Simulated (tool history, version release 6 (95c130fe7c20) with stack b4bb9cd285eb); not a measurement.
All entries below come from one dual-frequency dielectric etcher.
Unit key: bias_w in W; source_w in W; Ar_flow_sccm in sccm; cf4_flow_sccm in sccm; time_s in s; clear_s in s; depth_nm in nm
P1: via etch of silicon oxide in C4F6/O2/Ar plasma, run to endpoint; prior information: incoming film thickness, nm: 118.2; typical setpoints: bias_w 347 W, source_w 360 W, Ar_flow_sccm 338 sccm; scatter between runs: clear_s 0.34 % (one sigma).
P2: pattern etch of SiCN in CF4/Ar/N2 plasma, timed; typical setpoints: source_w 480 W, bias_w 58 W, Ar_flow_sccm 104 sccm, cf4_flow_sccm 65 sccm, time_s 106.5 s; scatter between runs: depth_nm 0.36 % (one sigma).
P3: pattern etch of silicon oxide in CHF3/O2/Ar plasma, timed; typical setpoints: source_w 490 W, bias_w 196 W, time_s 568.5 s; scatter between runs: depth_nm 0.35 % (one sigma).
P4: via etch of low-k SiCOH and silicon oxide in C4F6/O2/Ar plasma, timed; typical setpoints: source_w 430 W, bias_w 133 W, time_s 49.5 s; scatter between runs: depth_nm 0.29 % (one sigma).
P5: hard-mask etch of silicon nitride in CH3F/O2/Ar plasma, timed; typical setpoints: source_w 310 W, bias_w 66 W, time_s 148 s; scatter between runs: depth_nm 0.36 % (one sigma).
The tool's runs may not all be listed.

run	hour	process	bias_w	source_w	Ar_flow_sccm	cf4_flow_sccm	time_s	hours since the last wet clean	hours since the last bias power generator calibration	hours since the last source power generator calibration	hours since the last Ar flow controller change	clear_s	depth_nm
1	6.9	P1	347	360	338			218.3	766.5	1506.4	1963.7	30.954	
2	12.8	P2	58	480	104	65	106.5	224.2	772.4	1512.3	1969.6		86.13
3	23.4	P5	66	310			209.5	234.8	783	1522.9	1980.2		133.62
4	34.3	P2	58	390	104	65	106.5	245.7	793.9	1533.8	1991.1		71.589
5	43.5	P1	347	360	338			254.9	803.1	1543	2000.3	31.4	
6	52.6	P5	66	310			148	264	812.2	1552.1	2009.4		94.232
7	58.2	P1	347	480	338			269.6	817.8	1557.7	2015	27.984	
8	63.9	P1	347	360	338			275.3	823.5	1563.4	2020.7	31.252	
9	69.7	P1	462	360	338			281.1	829.3	1569.2	2026.5	28.375	
10	78.1	P1	347	290	338			289.5	837.7	1577.6	2034.9	33.756	
11	88.8	P1	216	240	338			300.2	848.4	1588.3	2045.6	43.026	
12	97.1	P2	80	480	104	65	106.5	308.5	856.7	1596.6	2053.9		95.954
13	106.9	P5	85	310			148	318.3	866.5	1606.4	2063.7		102.52
14	117.5	P3	128	490			568.5	328.9	877.1	1617	2074.3		915.47
15	125.6	P1	280	360	204			337	885.2	1625.1	2082.4	31.719	
16	136.6	P2	58	480	104	40	106.5	348	896.2	1636.1	2093.4		78.778
17	141.9	P2	58	480	138	65	106.5	353.3	901.5	1641.4	2098.7		81.539
18	148.6	P3	196	490			568.5	360	908.2	1648.1	2105.4		1061
19	158.1	P3	196	490			568.5	369.5	917.7	1657.6	2114.9		1055.2
# hour 163.5: wet clean of the chamber
20	168.8	P1	347	360	338			5.4	928.4	1668.3	2125.6	31.304	
21	175.9	P1	452	360	229			12.5	935.5	1675.4	2132.7	26.953	
22	187.3	P4	133	430			49.5	23.9	946.9	1686.8	2144.1		135.03
23	195.6	P1	347	360	199			32.2	955.2	1695.1	2152.4	29.457	
24	201	P1	347	360	338			37.6	960.6	1700.5	2157.8	31.264	
25	207.7	P1	219	360	338			44.3	967.3	1707.2	2164.5	36.421	
26	216.8	P1	347	360	405			53.4	976.4	1716.3	2173.6	32.122	
27	228.4	P3	196	630			568.5	65	988	1727.9	2185.2		1163.3
28	236.2	P4	133	430			49.5	72.8	995.8	1735.7	2193		135.79
29	246.6	P3	196	490			843.5	83.2	1006.2	1746.1	2203.4		1568
30	257.7	P4	133	540			49.5	94.3	1017.3	1757.2	2214.5		149.33
31	268.7	P5	66	310			148	105.3	1028.3	1768.2	2225.5		94.02
32	280	P4	133	430			33	116.6	1039.6	1779.5	2236.8		90.502
33	290.2	P4	183	430			49.5	126.8	1049.8	1789.7	2247		149.08
34	298.6	P2	58	480	104	65	79	135.2	1058.2	1798.1	2255.4		63.719
35	305.1	P5	66	200			148	141.7	1064.7	1804.6	2261.9		79.464
36	316	P1	347	360	338			152.6	1075.6	1815.5	2272.8	31.246	
37	326.6	P1	347	360	338			163.2	1086.2	1826.1	2283.4	30.751	
38	333.1	P1	347	360	338			169.7	1092.7	1832.6	2289.9	30.886	
# hour 335.5: wet clean of the chamber
39	343.5	P1	347	360	338			8.1	1103.1	1843	2300.3	30.748	
40	348.7	P1	347	360	338			13.3	1108.3	1848.2	2305.5	30.745	
# hour 352.5: Ar flow controller replaced
41	358.9	P1	347	360	338			23.5	1118.5	1858.4	6.4	30.759	
42	368.9	P1	347	360	338			33.5	1128.5	1868.4	16.4	30.758	

Compared with where it was, what P1 gives has crept away. Each cause listed below fits the log as well as the rest, at the size given for it:
A: source power that arrives over what is set, % = 4.65
B: bias power that arrives over what is set, % = 4.89
At approximately hour 316, the process output began to creep.
The rest of the possible causes, and what rules out each one:
chamber walls in a state that raises the etch rate, %: was serviced at hour 335.5, once the creep was under way, yet the earlier output never came back
Ar flow that arrives under what is set, %: was serviced at hour 352.5, once the creep was under way, yet the earlier output never came back

Below are 4 check runs, each averaged over 2 wafers, with their results shown as question marks. Which of them would give clearly different results depending on which cause is behind the drift?
check 1	378.9	P4	133	430			49.5						?
check 2	378.9	P3	196	490			568.5						?
check 3	378.9	P2	58	480	104	65	106.5						?
check 4	378.9	P5	66	310			148						?

How each check would come out, cause by cause:
check	result	if A	if B
check 1	depth_nm	138.46	137.9
check 2	depth_nm	1074.9	1074.2
check 3	depth_nm	89.716	87.588
check 4	depth_nm	95.57	95.497
Gap, in per cent, between the two causes that each check separates least, read from the result that separates them most: check 1 0.4 %; check 2 0.06 %; check 3 2.4 %; check 4 0.08 %
Check 3 distinguishes between the causes, while the remaining checks would return nearly the same result for all of them.

With check 3 done, the readings were: depth_nm 89.928 nm. Identify which of the listed causes applies.

It was cause A: source power that arrives over what is set, %.

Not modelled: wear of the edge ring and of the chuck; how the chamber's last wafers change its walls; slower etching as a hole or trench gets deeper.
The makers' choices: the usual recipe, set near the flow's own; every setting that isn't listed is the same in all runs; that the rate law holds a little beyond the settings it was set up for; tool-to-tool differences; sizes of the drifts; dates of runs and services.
